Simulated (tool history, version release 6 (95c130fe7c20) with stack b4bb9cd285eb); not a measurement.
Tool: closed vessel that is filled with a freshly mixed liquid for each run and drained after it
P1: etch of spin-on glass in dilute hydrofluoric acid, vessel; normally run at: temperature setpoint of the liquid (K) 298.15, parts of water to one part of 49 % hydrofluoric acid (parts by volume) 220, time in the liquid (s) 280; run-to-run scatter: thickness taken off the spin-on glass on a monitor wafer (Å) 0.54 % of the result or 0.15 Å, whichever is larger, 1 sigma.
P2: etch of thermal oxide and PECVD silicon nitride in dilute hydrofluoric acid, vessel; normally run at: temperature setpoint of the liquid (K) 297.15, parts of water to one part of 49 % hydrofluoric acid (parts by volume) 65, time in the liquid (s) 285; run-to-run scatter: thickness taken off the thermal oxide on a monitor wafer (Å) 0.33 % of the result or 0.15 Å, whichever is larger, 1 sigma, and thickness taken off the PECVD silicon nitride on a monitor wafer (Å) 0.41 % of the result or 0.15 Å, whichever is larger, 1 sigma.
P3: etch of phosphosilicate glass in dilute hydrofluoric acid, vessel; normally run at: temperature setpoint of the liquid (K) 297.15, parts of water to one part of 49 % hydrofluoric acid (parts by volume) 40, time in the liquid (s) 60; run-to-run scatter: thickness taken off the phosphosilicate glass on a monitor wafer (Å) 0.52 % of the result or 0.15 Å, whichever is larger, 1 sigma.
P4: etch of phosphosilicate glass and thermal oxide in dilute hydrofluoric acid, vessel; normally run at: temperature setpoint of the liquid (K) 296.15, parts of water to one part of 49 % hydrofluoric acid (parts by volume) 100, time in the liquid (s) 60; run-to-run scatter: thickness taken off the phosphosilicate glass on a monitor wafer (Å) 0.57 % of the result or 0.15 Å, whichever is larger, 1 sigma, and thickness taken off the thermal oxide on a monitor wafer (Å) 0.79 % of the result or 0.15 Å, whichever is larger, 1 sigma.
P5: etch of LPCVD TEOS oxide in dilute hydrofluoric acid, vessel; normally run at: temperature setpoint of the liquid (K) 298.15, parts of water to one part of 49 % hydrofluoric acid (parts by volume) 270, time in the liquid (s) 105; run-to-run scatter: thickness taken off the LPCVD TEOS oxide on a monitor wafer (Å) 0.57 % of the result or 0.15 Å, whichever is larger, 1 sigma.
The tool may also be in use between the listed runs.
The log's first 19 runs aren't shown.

run,hour,process that ran,temperature setpoint of the liquid (K),parts of water to one part of 49 % hydrofluoric acid (parts by volume),time in the liquid (s),thickness taken off the spin-on glass on a monitor wafer (Å),thickness taken off the phosphosilicate glass on a monitor wafer (Å),thickness taken off the thermal oxide on a monitor wafer (Å),thickness taken off the PECVD silicon nitride on a monitor wafer (Å),thickness taken off the LPCVD TEOS oxide on a monitor wafer (Å)
20,62.9,P1,298.15,220,455,581.980,,,,
21,65.8,P1,298.15,220,280,353.820,,,,
22,69.5,P1,298.15,220,280,358.970,,,,
23,74.1,P1,298.15,375,60,38.627,,,,
24,77.0,P3,297.15,40,60,,1008.20,,,
25,80.5,P4,296.15,175,60,,198.30,13.660,,
26,84.8,P5,298.15,75,105,,,,,700.750
27,88.1,P5,298.15,270,30,,,,,44.462
28,91.4,P1,298.15,220,280,357.100,,,,
29,95.2,P4,304.65,100,60,,524.13,35.702,,
30,99.2,P5,290.15,270,105,,,,,114.220
31,103.9,P1,298.15,110,280,806.310,,,,
32,107.6,P1,298.15,55,465,2888.900,,,,
33,110.6,P3,297.15,65,60,,602.56,,,
34,112.7,P1,298.15,220,280,358.220,,,,
35,114.9,P1,298.15,220,280,351.840,,,,
36,119.1,P1,298.15,220,280,347.580,,,,
37,121.6,P1,298.15,220,280,345.270,,,,

Run 38 comes next. What will it give?
38,125.8,P1,298.15,220,280,?,,,,

Run 38 gave thickness taken off the spin-on glass on a monitor wafer (Å) 339.120.
